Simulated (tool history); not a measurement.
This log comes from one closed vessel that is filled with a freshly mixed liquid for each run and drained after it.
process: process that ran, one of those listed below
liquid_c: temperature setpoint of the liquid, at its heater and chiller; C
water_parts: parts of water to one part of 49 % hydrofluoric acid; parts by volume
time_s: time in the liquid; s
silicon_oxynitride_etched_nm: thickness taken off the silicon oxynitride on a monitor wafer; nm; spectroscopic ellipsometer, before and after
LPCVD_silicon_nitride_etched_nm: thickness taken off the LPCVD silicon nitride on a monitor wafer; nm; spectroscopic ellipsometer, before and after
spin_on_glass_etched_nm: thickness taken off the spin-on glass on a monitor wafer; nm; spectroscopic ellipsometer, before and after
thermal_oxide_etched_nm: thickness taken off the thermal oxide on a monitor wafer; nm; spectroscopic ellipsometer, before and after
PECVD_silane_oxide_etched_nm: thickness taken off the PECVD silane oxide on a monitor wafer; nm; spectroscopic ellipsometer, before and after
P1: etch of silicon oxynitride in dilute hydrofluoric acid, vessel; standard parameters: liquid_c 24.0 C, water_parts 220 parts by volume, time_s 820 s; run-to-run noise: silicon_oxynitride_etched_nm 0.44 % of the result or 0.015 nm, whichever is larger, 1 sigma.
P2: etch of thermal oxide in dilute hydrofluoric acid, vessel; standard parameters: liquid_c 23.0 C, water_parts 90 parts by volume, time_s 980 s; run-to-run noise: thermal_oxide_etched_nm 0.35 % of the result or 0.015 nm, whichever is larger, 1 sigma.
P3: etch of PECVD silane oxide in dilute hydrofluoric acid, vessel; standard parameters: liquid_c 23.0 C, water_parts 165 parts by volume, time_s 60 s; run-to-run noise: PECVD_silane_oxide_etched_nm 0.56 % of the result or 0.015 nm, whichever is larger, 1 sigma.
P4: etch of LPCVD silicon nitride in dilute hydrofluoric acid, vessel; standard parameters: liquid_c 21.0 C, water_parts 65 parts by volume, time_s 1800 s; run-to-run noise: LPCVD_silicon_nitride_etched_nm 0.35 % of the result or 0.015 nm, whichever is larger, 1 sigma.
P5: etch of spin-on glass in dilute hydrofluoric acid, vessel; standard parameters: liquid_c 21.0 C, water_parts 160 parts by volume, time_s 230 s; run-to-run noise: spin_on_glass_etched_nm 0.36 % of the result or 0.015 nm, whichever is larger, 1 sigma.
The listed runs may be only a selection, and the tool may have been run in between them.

| run | hour | process | liquid_c | water_parts | time_s | hours since the thermometer was replaced | hours since the hydrofluoric acid flow meter was replaced | silicon_oxynitride_etched_nm | LPCVD_silicon_nitride_etched_nm | spin_on_glass_etched_nm | thermal_oxide_etched_nm | PECVD_silane_oxide_etched_nm |
|---|---|---|---|---|---|---|---|---|---|---|---|---|
| 1 | 17.2 | P1 | 24.0 | 220 | 820 | 1457.0 | 235.1 | 4.90970 |  |  |  |  |
| 2 | 25.3 | P4 | 17.0 | 65 | 1800 | 1465.1 | 243.2 |  | 8.6651 |  |  |  |
| 3 | 41.1 | P5 | 21.0 | 25 | 230 | 1480.9 | 259.0 |  |  | 339.470 |  |  |
| 4 | 58.6 | P1 | 18.0 | 220 | 820 | 1498.4 | 276.5 | 3.71460 |  |  |  |  |
| 5 | 69.4 | P2 | 23.0 | 150 | 980 | 1509.2 | 287.3 |  |  |  | 28.137 |  |
| 6 | 80.1 | P4 | 21.0 | 65 | 1800 | 1519.9 | 298.0 |  | 11.3280 |  |  |  |
| 7 | 90.1 | P1 | 24.0 | 220 | 820 | 1529.9 | 308.0 | 4.83830 |  |  |  |  |
| 8 | 101.8 | P1 | 24.0 | 220 | 45 | 1541.6 | 319.7 | 0.26968 |  |  |  |  |
| 9 | 113.6 | P1 | 31.5 | 220 | 820 | 1553.4 | 331.5 | 6.66130 |  |  |  |  |
| 10 | 124.0 | P4 | 21.0 | 65 | 345 | 1563.8 | 341.9 |  | 2.1934 |  |  |  |
| 11 | 139.6 | P1 | 24.0 | 220 | 820 | 1579.4 | 357.5 | 4.85960 |  |  |  |  |
| 12 | 149.5 | P2 | 19.5 | 90 | 980 | 1589.3 | 367.4 |  |  |  | 43.693 |  |
| 13 | 161.4 | P3 | 23.0 | 165 | 60 | 1601.2 | 379.3 |  |  |  |  | 15.1540 |
| 14 | 172.3 | P5 | 17.0 | 160 | 230 | 1612.1 | 390.2 |  |  | 38.235 |  |  |
| 15 | 185.1 | P4 | 21.0 | 65 | 1800 | 1624.9 | 403.0 |  | 11.3390 |  |  |  |
| 16 | 198.8 | P3 | 17.0 | 165 | 60 | 1638.6 | 416.7 |  |  |  |  | 11.9720 |
| 17 | 209.1 | P1 | 24.0 | 50 | 1575 | 1648.9 | 427.0 | 46.84900 |  |  |  |  |
| 18 | 220.4 | P3 | 23.0 | 165 | 60 | 1660.2 | 438.3 |  |  |  |  | 15.1820 |
| 19 | 230.1 | P1 | 24.0 | 105 | 820 | 1669.9 | 448.0 | 11.22600 |  |  |  |  |
| 20 | 244.3 | P1 | 18.0 | 220 | 485 | 1684.1 | 462.2 | 2.21890 |  |  |  |  |
| 21 | 262.0 | P5 | 21.0 | 160 | 230 | 1701.8 | 479.9 |  |  | 45.484 |  |  |
| 22 | 272.6 | P3 | 23.0 | 165 | 30 | 1712.4 | 490.5 |  |  |  |  | 7.5761 |
| 23 | 284.2 | P1 | 24.0 | 315 | 820 | 1724.0 | 502.1 | 3.16830 |  |  |  |  |
| 24 | 293.5 | P5 | 21.0 | 160 | 130 | 1733.3 | 511.4 |  |  | 25.642 |  |  |
| 25 | 309.0 | P5 | 21.0 | 160 | 230 | 1748.8 | 526.9 |  |  | 45.229 |  |  |
| 26 | 317.4 | P1 | 24.0 | 220 | 820 | 1757.2 | 535.3 | 4.85370 |  |  |  |  |
| 27 | 325.9 | P1 | 24.0 | 220 | 820 | 1765.7 | 543.8 | 4.90130 |  |  |  |  |
| 28 | 334.6 | P2 | 23.0 | 90 | 980 | 1774.4 | 552.5 |  |  |  | 50.273 |  |
| 29 | 348.5 | P4 | 21.0 | 35 | 1800 | 1788.3 | 566.4 |  | 20.7940 |  |  |  |
| 30 | 360.2 | P1 | 24.0 | 220 | 1310 | 1800.0 | 578.1 | 7.79680 |  |  |  |  |
| 31 | 370.7 | P1 | 24.0 | 75 | 500 | 1810.5 | 588.6 | 9.78410 |  |  |  |  |
|  | 373.5 | hydrofluoric acid flow meter replaced |
| 32 | 379.1 | P3 | 23.0 | 65 | 60 | 1818.9 | 5.6 |  |  |  |  | 43.2550 |
| 33 | 392.1 | P2 | 23.0 | 90 | 1585 | 1831.9 | 18.6 |  |  |  | 81.574 |  |
| 34 | 408.0 | P2 | 23.0 | 90 | 980 | 1847.8 | 34.5 |  |  |  | 50.256 |  |
| 35 | 423.1 | P1 | 24.0 | 220 | 820 | 1862.9 | 49.6 | 4.89420 |  |  |  |  |
| 36 | 432.7 | P1 | 24.0 | 220 | 820 | 1872.5 | 59.2 | 5.03050 |  |  |  |  |
| 37 | 443.6 | P1 | 24.0 | 220 | 820 | 1883.4 | 70.1 | 5.12990 |  |  |  |  |
| 38 | 451.9 | P1 | 24.0 | 220 | 820 | 1891.7 | 78.4 | 5.14150 |  |  |  |  |
| 39 | 460.2 | P1 | 24.0 | 220 | 820 | 1900.0 | 86.7 | 5.21120 |  |  |  |  |
| 40 | 473.6 | P1 | 24.0 | 220 | 820 | 1913.4 | 100.1 | 5.25880 |  |  |  |  |
| 41 | 491.0 | P1 | 24.0 | 220 | 820 | 1930.8 | 117.5 | 5.25150 |  |  |  |  |

Forecast run 42:
| 42 | 501.9 | P1 | 24.0 | 220 | 820 | 1941.7 | 128.4 | ? |  |  |  |  |

silicon_oxynitride_etched_nm: 5.24170 nm
